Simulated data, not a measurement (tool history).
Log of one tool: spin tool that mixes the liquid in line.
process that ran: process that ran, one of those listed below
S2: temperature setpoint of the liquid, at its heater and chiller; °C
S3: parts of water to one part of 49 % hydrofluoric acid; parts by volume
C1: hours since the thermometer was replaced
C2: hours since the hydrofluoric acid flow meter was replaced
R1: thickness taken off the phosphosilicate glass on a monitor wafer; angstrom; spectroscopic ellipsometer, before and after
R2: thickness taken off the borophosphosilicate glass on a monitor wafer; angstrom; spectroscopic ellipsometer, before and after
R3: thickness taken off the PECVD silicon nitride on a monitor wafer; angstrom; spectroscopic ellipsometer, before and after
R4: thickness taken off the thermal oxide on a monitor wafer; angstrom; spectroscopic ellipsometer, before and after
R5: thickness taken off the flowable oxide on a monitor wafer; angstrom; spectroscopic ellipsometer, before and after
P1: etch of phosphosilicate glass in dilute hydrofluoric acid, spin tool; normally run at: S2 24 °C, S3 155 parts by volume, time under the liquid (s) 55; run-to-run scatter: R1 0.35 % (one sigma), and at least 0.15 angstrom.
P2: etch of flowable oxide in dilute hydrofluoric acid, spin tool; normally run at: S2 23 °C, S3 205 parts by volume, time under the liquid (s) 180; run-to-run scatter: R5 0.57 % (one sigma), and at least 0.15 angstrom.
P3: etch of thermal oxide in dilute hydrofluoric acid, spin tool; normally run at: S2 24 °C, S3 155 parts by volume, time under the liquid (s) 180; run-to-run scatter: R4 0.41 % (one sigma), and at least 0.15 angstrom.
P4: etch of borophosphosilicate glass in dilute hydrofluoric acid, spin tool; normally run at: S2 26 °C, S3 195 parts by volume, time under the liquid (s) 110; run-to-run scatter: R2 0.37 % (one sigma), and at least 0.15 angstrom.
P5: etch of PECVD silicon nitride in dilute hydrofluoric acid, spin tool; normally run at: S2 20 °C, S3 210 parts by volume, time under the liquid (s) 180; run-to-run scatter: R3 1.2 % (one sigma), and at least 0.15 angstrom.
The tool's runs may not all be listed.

{"run": 1, "hour": 6.5, "process that ran": "P1", "S2": 24, "S3": 155, "time under the liquid (s)": 55, "C1": 104.6, "C2": 627.7, "R1": 286.08}
{"run": 2, "hour": 20.4, "process that ran": "P1", "S2": 24, "S3": 155, "time under the liquid (s)": 55, "C1": 118.5, "C2": 641.6, "R1": 283.58}
{"run": 3, "hour": 31.1, "process that ran": "P4", "S2": 26, "S3": 195, "time under the liquid (s)": 195, "C1": 129.2, "C2": 652.3, "R2": 366.12}
{"run": 4, "hour": 44.7, "process that ran": "P5", "S2": 20, "S3": 210, "time under the liquid (s)": 50, "C1": 142.8, "C2": 665.9, "R3": 5.8172}
{"run": 5, "hour": 55.8, "process that ran": "P5", "S2": 20, "S3": 210, "time under the liquid (s)": 180, "C1": 153.9, "C2": 677, "R3": 21.548}
{"run": 6, "hour": 62.5, "process that ran": "P3", "S2": 17.5, "S3": 155, "time under the liquid (s)": 180, "C1": 160.6, "C2": 683.7, "R4": 38.333}
{"run": 7, "hour": 71.1, "process that ran": "P4", "S2": 26, "S3": 195, "time under the liquid (s)": 110, "C1": 169.2, "C2": 692.3, "R2": 207.82}
{"run": 8, "hour": 80.6, "process that ran": "P1", "S2": 24, "S3": 70, "time under the liquid (s)": 80, "C1": 178.7, "C2": 701.8, "R1": 1014.7}
{"run": 9, "hour": 91.5, "process that ran": "P1", "S2": 31.5, "S3": 155, "time under the liquid (s)": 55, "C1": 189.6, "C2": 712.7, "R1": 374.41}
{"run": 10, "hour": 102.1, "process that ran": "P2", "S2": 23, "S3": 205, "time under the liquid (s)": 180, "C1": 200.2, "C2": 723.3, "R5": 278.39}
{"run": 11, "hour": 113.4, "process that ran": "P5", "S2": 27.5, "S3": 210, "time under the liquid (s)": 180, "C1": 211.5, "C2": 734.6, "R3": 34.046}
{"run": 12, "hour": 127.7, "process that ran": "P1", "S2": 24, "S3": 260, "time under the liquid (s)": 55, "C1": 225.8, "C2": 748.9, "R1": 152.71}
{"run": 13, "hour": 138.8, "process that ran": "P3", "S2": 24, "S3": 155, "time under the liquid (s)": 55, "C1": 236.9, "C2": 760, "R4": 14.819}
{"run": 14, "hour": 150.3, "process that ran": "P1", "S2": 24, "S3": 225, "time under the liquid (s)": 100, "C1": 248.4, "C2": 771.5, "R1": 330.34}
{"run": 15, "hour": 157.2, "process that ran": "P1", "S2": 24, "S3": 155, "time under the liquid (s)": 55, "C1": 255.3, "C2": 778.4, "R1": 284.91}
{"run": 16, "hour": 167.9, "process that ran": "P1", "S2": 24, "S3": 155, "time under the liquid (s)": 15, "C1": 266, "C2": 789.1, "R1": 77.174}
{"run": 17, "hour": 176.7, "process that ran": "P4", "S2": 26, "S3": 80, "time under the liquid (s)": 110, "C1": 274.8, "C2": 797.9, "R2": 579.79}
{"run": 18, "hour": 183.8, "process that ran": "P1", "S2": 24, "S3": 270, "time under the liquid (s)": 110, "C1": 281.9, "C2": 805, "R1": 286.94}
{"run": 19, "hour": 190.9, "process that ran": "P1", "S2": 24, "S3": 155, "time under the liquid (s)": 100, "C1": 289, "C2": 812.1, "R1": 518.31}
{"run": 20, "hour": 203.9, "process that ran": "P2", "S2": 23, "S3": 205, "time under the liquid (s)": 30, "C1": 302, "C2": 825.1, "R5": 46.685}
{"run": 21, "hour": 218.1, "process that ran": "P1", "S2": 24, "S3": 155, "time under the liquid (s)": 55, "C1": 316.2, "C2": 839.3, "R1": 282.99}
{"run": 22, "hour": 228.9, "process that ran": "P5", "S2": 20, "S3": 70, "time under the liquid (s)": 180, "C1": 327, "C2": 850.1, "R3": 64.218}
{"run": 23, "hour": 235.6, "process that ran": "P2", "S2": 17, "S3": 205, "time under the liquid (s)": 180, "C1": 333.7, "C2": 856.8, "R5": 222.52}
{"run": 24, "hour": 242.4, "process that ran": "P1", "S2": 24, "S3": 155, "time under the liquid (s)": 55, "C1": 340.5, "C2": 863.6, "R1": 283.89}
{"run": 25, "hour": 252.8, "process that ran": "P3", "S2": 24, "S3": 155, "time under the liquid (s)": 180, "C1": 350.9, "C2": 874, "R4": 49.014}
{"run": 26, "hour": 263.9, "process that ran": "P1", "S2": 24, "S3": 75, "time under the liquid (s)": 55, "C1": 362, "C2": 885.1, "R1": 646.71}
{"hour": 273.6, "done": "thermometer replaced"}
{"run": 27, "hour": 276.1, "process that ran": "P3", "S2": 24, "S3": 265, "time under the liquid (s)": 180, "C1": 2.6, "C2": 897.3, "R4": 25.19}
{"run": 28, "hour": 288.5, "process that ran": "P2", "S2": 23, "S3": 310, "time under the liquid (s)": 180, "C1": 15, "C2": 909.7, "R5": 167.41}
{"run": 29, "hour": 300.6, "process that ran": "P4", "S2": 19, "S3": 195, "time under the liquid (s)": 110, "C1": 27.1, "C2": 921.8, "R2": 159.23}
{"run": 30, "hour": 312.2, "process that ran": "P1", "S2": 18.5, "S3": 155, "time under the liquid (s)": 55, "C1": 38.7, "C2": 933.4, "R1": 228.78}
{"run": 31, "hour": 325.5, "process that ran": "P1", "S2": 24, "S3": 155, "time under the liquid (s)": 55, "C1": 52, "C2": 946.7, "R1": 283.81}
{"run": 32, "hour": 337.3, "process that ran": "P1", "S2": 24, "S3": 155, "time under the liquid (s)": 55, "C1": 63.8, "C2": 958.5, "R1": 284.4}
{"run": 33, "hour": 350.7, "process that ran": "P1", "S2": 24, "S3": 155, "time under the liquid (s)": 55, "C1": 77.2, "C2": 971.9, "R1": 274.55}
{"run": 34, "hour": 362.5, "process that ran": "P1", "S2": 24, "S3": 155, "time under the liquid (s)": 55, "C1": 89, "C2": 983.7, "R1": 271.2}
{"run": 35, "hour": 376.1, "process that ran": "P1", "S2": 24, "S3": 155, "time under the liquid (s)": 55, "C1": 102.6, "C2": 997.3, "R1": 269.95}
{"run": 36, "hour": 384.7, "process that ran": "P1", "S2": 24, "S3": 155, "time under the liquid (s)": 55, "C1": 111.2, "C2": 1005.9, "R1": 269.07}
{"run": 37, "hour": 394.5, "process that ran": "P1", "S2": 24, "S3": 155, "time under the liquid (s)": 55, "C1": 121, "C2": 1015.7, "R1": 267.42}
{"run": 38, "hour": 407.4, "process that ran": "P1", "S2": 24, "S3": 155, "time under the liquid (s)": 55, "C1": 133.9, "C2": 1028.6, "R1": 269.61}
{"run": 39, "hour": 417.7, "process that ran": "P1", "S2": 24, "S3": 155, "time under the liquid (s)": 55, "C1": 144.2, "C2": 1038.9, "R1": 267.72}

What P1 gives has crept away from where it was. These 2 causes fit the log equally well, each at the size given:
A: liquid colder than its thermometer reads (K) = 1.53
B: hydrofluoric acid flow below the setpoint (%) = 4.84
The creep began at about hour 337.3.

4 check runs are offered, each on 5 wafers whose results are averaged, their results left as question marks. Which one tells the causes apart?
{"run": "check 1", "hour": 428.0, "process that ran": "P4", "S2": 19, "S3": 195, "time under the liquid (s)": 110, "R2": "?"}
{"run": "check 2", "hour": 428.0, "process that ran": "P3", "S2": 24, "S3": 200, "time under the liquid (s)": 180, "R4": "?"}
{"run": "check 3", "hour": 428.0, "process that ran": "P5", "S2": 26, "S3": 140, "time under the liquid (s)": 180, "R3": "?"}
{"run": "check 4", "hour": 428.0, "process that ran": "P2", "S2": 23, "S3": 205, "time under the liquid (s)": 90, "R5": "?"}

What each check would give under each cause:
check=check_1 result=R2 if_A=149.95 if_B=150.13
check=check_2 result=R4 if_A=34.17 if_B=34.053
check=check_3 result=R3 if_A=42.551 if_B=44.67
check=check_4 result=R5 if_A=131.92 if_B=131.52
How far apart the two closest causes lie, in the result that separates them most: check 1 0.13 %; check 2 0.34 %; check 3 4.86 %; check 4 0.3 %
Check 3 tells the causes apart: in the others they would give nearly the same result.

Then check 3 was run and gave: R3 42.63 angstrom. Which cause is it?

It is A: liquid colder than its thermometer reads (K).
